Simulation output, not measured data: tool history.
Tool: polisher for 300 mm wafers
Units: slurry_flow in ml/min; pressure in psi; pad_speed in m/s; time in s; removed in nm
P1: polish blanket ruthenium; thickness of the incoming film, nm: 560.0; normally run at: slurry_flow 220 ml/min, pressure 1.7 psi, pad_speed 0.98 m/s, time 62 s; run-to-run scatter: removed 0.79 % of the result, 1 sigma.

run,hour,slurry_flow,pressure,pad_speed,time,wafers polished on this pad,hours since the slurry nozzle was cleaned,hours since the head pressure was calibrated,removed
1,8.3,220,1.7,0.98,62,357,310.9,296.1,54.232
# hour 11.9: worn pad replaced by a new one
2,17.5,220,0.8,0.98,62,72,320.1,305.3,25.120
3,22.3,220,2.3,0.98,62,133,324.9,310.1,72.688
4,28.4,130,1.7,0.98,62,212,331.0,316.2,49.765
5,36.6,320,1.7,0.98,62,317,339.2,324.4,55.377
6,41.2,220,1.7,0.98,62,376,343.8,329.0,53.819
7,50.7,220,1.7,0.98,62,498,353.3,338.5,54.081
8,55.7,220,1.7,1.48,62,562,358.3,343.5,81.351
9,65.2,220,1.7,0.52,62,684,367.8,353.0,28.723
10,71.4,220,1.7,0.98,62,764,374.0,359.2,54.028
11,76.6,220,1.7,0.98,83,831,379.2,364.4,71.610
12,81.8,220,1.0,0.98,30,898,384.4,369.6,15.353
13,89.4,220,1.7,0.98,40,995,392.0,377.2,35.295
14,96.0,220,1.7,0.98,62,1080,398.6,383.8,54.189
15,102.5,220,1.7,0.98,62,1163,405.1,390.3,53.030
16,109.1,220,1.7,0.98,62,1248,411.7,396.9,51.987
17,113.8,220,1.7,0.98,62,1309,416.4,401.6,51.463
18,120.2,220,1.7,0.98,62,1391,422.8,408.0,51.875
# hour 123.4: worn pad replaced by a new one
19,129.5,220,1.7,0.98,62,79,432.1,417.3,51.662
20,135.9,220,1.7,0.98,62,161,438.5,423.7,50.748

What P1 gives has crept away from where it was. These 2 causes fit the log equally well, each at the size given:
A: slurry flow missing at the pad, % = 27
B: head's pressure below its setpoint, % = 4.35
The creep began at about hour 96.0.
Why every other cause is out:
removal rate lost through wear of the pad, %: serviced at hour 123.4, which brought nothing back

4 check runs are offered, each on 5 wafers whose results are averaged, their results left as question marks. Which one tells the causes apart?
check 1,142.3,220,1.0,0.98,62,,,,?
check 2,142.3,130,0.8,0.98,62,,,,?
check 3,142.3,220,2.1,0.68,62,,,,?
check 4,142.3,220,1.1,0.98,45,,,,?

What each check would give under each cause:
check,result,if A,if B
check 1,removed,30.359,30.358
check 2,removed,21.757,22.364
check 3,removed,44.238,44.236
check 4,removed,24.238,24.238
How far apart the two closest causes lie, in the result that separates them most: check 1 0 %; check 2 2.75 %; check 3 0 %; check 4 0 %
Only check 2 tells the causes apart: in the others they would give nearly the same result.

Check 2 was then run and gave: removed 22.254 nm. Which cause is it?

It is B: head's pressure below its setpoint, %.
